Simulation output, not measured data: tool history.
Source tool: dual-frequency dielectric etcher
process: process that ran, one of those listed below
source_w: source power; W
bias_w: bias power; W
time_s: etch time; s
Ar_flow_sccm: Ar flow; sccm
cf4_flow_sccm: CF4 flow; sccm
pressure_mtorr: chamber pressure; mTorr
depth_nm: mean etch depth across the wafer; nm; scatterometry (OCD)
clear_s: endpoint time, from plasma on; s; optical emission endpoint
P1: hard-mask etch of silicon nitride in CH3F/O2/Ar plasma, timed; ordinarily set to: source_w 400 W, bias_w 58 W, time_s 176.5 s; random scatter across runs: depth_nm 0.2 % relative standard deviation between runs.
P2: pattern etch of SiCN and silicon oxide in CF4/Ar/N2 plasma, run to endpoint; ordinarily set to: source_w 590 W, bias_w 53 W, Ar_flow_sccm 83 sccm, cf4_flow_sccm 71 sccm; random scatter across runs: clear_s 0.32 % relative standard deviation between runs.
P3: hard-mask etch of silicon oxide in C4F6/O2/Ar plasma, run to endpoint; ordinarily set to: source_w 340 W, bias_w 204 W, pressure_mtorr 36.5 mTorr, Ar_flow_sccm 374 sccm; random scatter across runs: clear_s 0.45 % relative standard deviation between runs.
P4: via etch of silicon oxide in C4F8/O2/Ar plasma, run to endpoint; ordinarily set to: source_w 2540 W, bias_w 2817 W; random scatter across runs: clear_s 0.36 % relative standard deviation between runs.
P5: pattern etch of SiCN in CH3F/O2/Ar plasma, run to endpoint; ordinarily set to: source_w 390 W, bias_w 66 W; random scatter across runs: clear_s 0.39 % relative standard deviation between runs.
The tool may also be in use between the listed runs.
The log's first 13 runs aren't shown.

run,hour,process,source_w,bias_w,time_s,Ar_flow_sccm,cf4_flow_sccm,pressure_mtorr,hours since the last wet clean,hours since the last source power generator calibration,hours since the last bias power generator calibration,depth_nm,clear_s
14,91.9,P3,340,204,,374,,48,43.4,9.5,661.6,,72.736
15,97.7,P1,330,58,176.5,,,,49.2,15.3,667.4,108.78,
16,106.3,P1,400,58,176.5,,,,57.8,23.9,676,117.52,
17,112,P1,400,71,176.5,,,,63.5,29.6,681.7,125.62,
18,120.9,P2,780,53,,83,71,,72.4,38.5,690.6,,11.55
19,129.4,P4,2540,2817,,,,,80.9,47,699.1,,180.09
20,137.3,P5,390,66,,,,,88.8,54.9,707,,20.945
21,145.9,P4,2540,2817,,,,,97.4,63.5,715.6,,179.78
22,152.9,P5,390,47,,,,,104.4,70.5,722.6,,23.473
23,160.7,P1,400,58,176.5,,,,112.2,78.3,730.4,117.45,
24,166.9,P2,590,53,,83,101,,118.4,84.5,736.6,,14.089
25,173.3,P1,510,72,176.5,,,,124.8,90.9,743,138.91,

What does the tool deliver on the next run?
26,181.4,P3,340,204,,374,,36.5,132.9,99,751.1,,?

For run 26 the tool returned clear_s 69.955 s.

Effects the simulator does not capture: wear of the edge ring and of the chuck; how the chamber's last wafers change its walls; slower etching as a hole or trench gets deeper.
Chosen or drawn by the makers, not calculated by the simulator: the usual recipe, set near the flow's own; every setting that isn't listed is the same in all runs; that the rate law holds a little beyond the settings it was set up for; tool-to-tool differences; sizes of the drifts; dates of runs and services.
